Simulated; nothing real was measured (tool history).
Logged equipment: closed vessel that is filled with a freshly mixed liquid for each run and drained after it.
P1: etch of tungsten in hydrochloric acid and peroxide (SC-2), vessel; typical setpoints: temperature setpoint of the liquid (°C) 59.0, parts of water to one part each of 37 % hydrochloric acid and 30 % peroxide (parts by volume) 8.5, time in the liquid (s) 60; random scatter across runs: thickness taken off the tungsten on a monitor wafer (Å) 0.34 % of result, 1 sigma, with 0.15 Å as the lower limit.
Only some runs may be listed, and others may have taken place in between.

| run | hour | temperature setpoint of the liquid (°C) | parts of water to one part each of 37 % hydrochloric acid and 30 % peroxide (parts by volume) | time in the liquid (s) | hours since the thermometer was replaced | hours since the chemicals flow meter was replaced | hours since the drum of peroxide was connected | thickness taken off the tungsten on a monitor wafer (Å) |
|---|---|---|---|---|---|---|---|---|
| 1 | 14.7 | 59.0 | 8.5 | 60 | 639.9 | 494.6 | 193.6 | 313.230 |
| 2 | 22.1 | 50.5 | 8.5 | 30 | 647.3 | 502.0 | 201.0 | 89.757 |
| 3 | 33.9 | 59.0 | 8.5 | 60 | 659.1 | 513.8 | 212.8 | 312.060 |
| 4 | 44.5 | 59.0 | 8.5 | 110 | 669.7 | 524.4 | 223.4 | 577.800 |
| 5 | 51.9 | 43.0 | 8.5 | 60 | 677.1 | 531.8 | 230.8 | 108.960 |
| 6 | 65.6 | 59.0 | 8.5 | 60 | 690.8 | 545.5 | 244.5 | 312.280 |
| 7 | 73.0 | 59.0 | 13.0 | 60 | 698.2 | 552.9 | 251.9 | 219.780 |
| 8 | 83.9 | 59.0 | 4.0 | 105 | 709.1 | 563.8 | 262.8 | 963.310 |
| 9 | 96.2 | 59.0 | 8.5 | 60 | 721.4 | 576.1 | 275.1 | 313.460 |
|  | 106.1 | thermometer replaced |
| 10 | 111.0 | 59.0 | 4.0 | 60 | 5.0 | 590.9 | 289.9 | 548.460 |
| 11 | 126.1 | 59.0 | 8.5 | 30 | 20.1 | 606.0 | 305.0 | 156.970 |
| 12 | 134.8 | 59.0 | 8.5 | 60 | 28.8 | 614.7 | 313.7 | 313.260 |
| 13 | 147.6 | 72.0 | 8.5 | 60 | 41.6 | 627.5 | 326.5 | 689.570 |
| 14 | 163.8 | 59.0 | 8.5 | 60 | 57.8 | 643.7 | 342.7 | 315.400 |
| 15 | 176.8 | 59.0 | 12.0 | 95 | 70.8 | 656.7 | 355.7 | 370.430 |

Run 16, settings as shown, results not yet in. Your forecast:
| 16 | 186.0 | 59.0 | 8.5 | 60 | 80.0 | 665.9 | 364.9 | ? |

For run 16 the tool returned thickness taken off the tungsten on a monitor wafer (Å) 313.690.
